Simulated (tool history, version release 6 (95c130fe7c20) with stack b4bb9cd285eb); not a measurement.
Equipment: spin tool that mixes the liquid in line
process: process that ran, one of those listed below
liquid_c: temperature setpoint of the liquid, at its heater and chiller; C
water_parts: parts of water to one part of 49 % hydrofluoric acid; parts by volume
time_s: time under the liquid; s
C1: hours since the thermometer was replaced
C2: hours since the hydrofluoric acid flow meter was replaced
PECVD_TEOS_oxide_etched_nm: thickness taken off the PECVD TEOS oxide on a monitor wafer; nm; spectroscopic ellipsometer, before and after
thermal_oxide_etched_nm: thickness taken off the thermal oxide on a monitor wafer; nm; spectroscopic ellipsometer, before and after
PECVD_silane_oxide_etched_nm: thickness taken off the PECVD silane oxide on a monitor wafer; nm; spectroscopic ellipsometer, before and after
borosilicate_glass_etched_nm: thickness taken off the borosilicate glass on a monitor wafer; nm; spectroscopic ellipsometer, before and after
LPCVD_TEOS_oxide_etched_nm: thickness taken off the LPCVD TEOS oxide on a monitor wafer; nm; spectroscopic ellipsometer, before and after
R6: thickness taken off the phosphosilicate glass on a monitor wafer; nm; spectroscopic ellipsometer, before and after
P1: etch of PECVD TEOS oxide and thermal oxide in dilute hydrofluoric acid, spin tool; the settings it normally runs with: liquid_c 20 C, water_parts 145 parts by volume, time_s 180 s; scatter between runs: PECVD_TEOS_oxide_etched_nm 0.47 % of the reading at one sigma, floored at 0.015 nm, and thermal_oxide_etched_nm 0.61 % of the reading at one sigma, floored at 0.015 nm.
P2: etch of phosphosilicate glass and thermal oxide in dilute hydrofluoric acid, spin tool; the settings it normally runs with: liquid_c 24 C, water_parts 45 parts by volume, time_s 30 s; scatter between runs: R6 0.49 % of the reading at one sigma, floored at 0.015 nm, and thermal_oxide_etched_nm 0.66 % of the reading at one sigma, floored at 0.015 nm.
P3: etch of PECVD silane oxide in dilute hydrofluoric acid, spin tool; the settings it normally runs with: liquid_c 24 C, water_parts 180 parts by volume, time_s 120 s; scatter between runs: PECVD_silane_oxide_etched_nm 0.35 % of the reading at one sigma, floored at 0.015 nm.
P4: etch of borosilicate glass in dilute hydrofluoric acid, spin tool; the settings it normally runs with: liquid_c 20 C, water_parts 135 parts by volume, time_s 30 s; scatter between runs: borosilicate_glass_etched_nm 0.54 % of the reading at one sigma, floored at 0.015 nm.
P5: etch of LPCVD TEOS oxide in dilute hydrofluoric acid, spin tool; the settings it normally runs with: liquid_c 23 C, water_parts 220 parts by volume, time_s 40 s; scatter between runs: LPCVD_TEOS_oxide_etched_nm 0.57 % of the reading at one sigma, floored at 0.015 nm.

Run 1, hour 7.4: process P1, liquid_c 20 C, water_parts 145 parts by volume, time_s 180 s; C1 899.5; C2 824. Result: PECVD_TEOS_oxide_etched_nm 29.109 nm, thermal_oxide_etched_nm 4.5944 nm.
Run 2, hour 15.9: process P3, liquid_c 18.5 C, water_parts 180 parts by volume, time_s 120 s; C1 908; C2 832.5. Result: PECVD_silane_oxide_etched_nm 15.96 nm.
Run 3, hour 25: process P4, liquid_c 20 C, water_parts 135 parts by volume, time_s 15 s; C1 917.1; C2 841.6. Result: borosilicate_glass_etched_nm 4.871 nm.
Run 4, hour 34.3: process P1, liquid_c 20 C, water_parts 225 parts by volume, time_s 180 s; C1 926.4; C2 850.9. Result: PECVD_TEOS_oxide_etched_nm 17.362 nm, thermal_oxide_etched_nm 2.7402 nm.
Run 5, hour 40.5: process P4, liquid_c 20 C, water_parts 65 parts by volume, time_s 30 s; C1 932.6; C2 857.1. Result: borosilicate_glass_etched_nm 22.13 nm.
Run 6, hour 47: process P1, liquid_c 20 C, water_parts 225 parts by volume, time_s 255 s; C1 939.1; C2 863.6. Result: PECVD_TEOS_oxide_etched_nm 24.596 nm, thermal_oxide_etched_nm 3.887 nm.
Run 7, hour 53.3: process P5, liquid_c 23 C, water_parts 220 parts by volume, time_s 70 s; C1 945.4; C2 869.9. Result: LPCVD_TEOS_oxide_etched_nm 8.1138 nm.
Run 8, hour 62.7: process P1, liquid_c 17 C, water_parts 145 parts by volume, time_s 180 s; C1 954.8; C2 879.3. Result: PECVD_TEOS_oxide_etched_nm 25.615 nm, thermal_oxide_etched_nm 4.1134 nm.
Run 9, hour 70.7: process P4, liquid_c 20 C, water_parts 135 parts by volume, time_s 30 s; C1 962.8; C2 887.3. Result: borosilicate_glass_etched_nm 9.9663 nm.
Run 10, hour 81.5: process P1, liquid_c 20 C, water_parts 145 parts by volume, time_s 180 s; C1 973.6; C2 898.1. Result: PECVD_TEOS_oxide_etched_nm 28.969 nm, thermal_oxide_etched_nm 4.6022 nm.
Run 11, hour 95.4: process P3, liquid_c 24 C, water_parts 35 parts by volume, time_s 120 s; C1 987.5; C2 912. Result: PECVD_silane_oxide_etched_nm 121.31 nm.
Run 12, hour 109.4: process P1, liquid_c 20 C, water_parts 145 parts by volume, time_s 180 s; C1 1001.5; C2 926. Result: PECVD_TEOS_oxide_etched_nm 29.122 nm, thermal_oxide_etched_nm 4.5887 nm.
Run 13, hour 117.6: process P5, liquid_c 31 C, water_parts 220 parts by volume, time_s 40 s; C1 1009.7; C2 934.2. Result: LPCVD_TEOS_oxide_etched_nm 6.1944 nm.
Run 14, hour 128.1: process P5, liquid_c 23 C, water_parts 400 parts by volume, time_s 40 s; C1 1020.2; C2 944.7. Result: LPCVD_TEOS_oxide_etched_nm 2.1325 nm.
Run 15, hour 135.7: process P1, liquid_c 20 C, water_parts 145 parts by volume, time_s 330 s; C1 1027.8; C2 952.3. Result: PECVD_TEOS_oxide_etched_nm 53.76 nm, thermal_oxide_etched_nm 8.4613 nm.
Run 16, hour 144.6: process P2, liquid_c 24 C, water_parts 80 parts by volume, time_s 30 s; C1 1036.7; C2 961.2. Result: thermal_oxide_etched_nm 1.7854 nm, R6 40.354 nm.
Run 17, hour 158.5: process P2, liquid_c 24 C, water_parts 45 parts by volume, time_s 30 s; C1 1050.6; C2 975.1. Result: thermal_oxide_etched_nm 3.2667 nm, R6 75.163 nm.
Run 18, hour 168.9: process P2, liquid_c 30.5 C, water_parts 45 parts by volume, time_s 30 s; C1 1061; C2 985.5. Result: thermal_oxide_etched_nm 4.2839 nm, R6 97.353 nm.
At hour 175.6: thermometer replaced.
Run 19, hour 176.2: process P3, liquid_c 24 C, water_parts 180 parts by volume, time_s 120 s; C1 0.7; C2 992.8. Result: PECVD_silane_oxide_etched_nm 19.773 nm.
Run 20, hour 183.4: process P4, liquid_c 24.5 C, water_parts 135 parts by volume, time_s 30 s; C1 7.9; C2 1000. Result: borosilicate_glass_etched_nm 11.675 nm.
Run 21, hour 193.2: process P3, liquid_c 24 C, water_parts 180 parts by volume, time_s 50 s; C1 17.7; C2 1009.8. Result: PECVD_silane_oxide_etched_nm 8.2261 nm.

Expected results for the next run?
Run 22, hour 202.3: process P2, liquid_c 24 C, water_parts 45 parts by volume, time_s 55 s; C1 26.8; C2 1018.9. Result: thermal_oxide_etched_nm ?, R6 ?.

{"run 22": {"thermal_oxide_etched_nm": 6.0538, "R6": 136.92}}

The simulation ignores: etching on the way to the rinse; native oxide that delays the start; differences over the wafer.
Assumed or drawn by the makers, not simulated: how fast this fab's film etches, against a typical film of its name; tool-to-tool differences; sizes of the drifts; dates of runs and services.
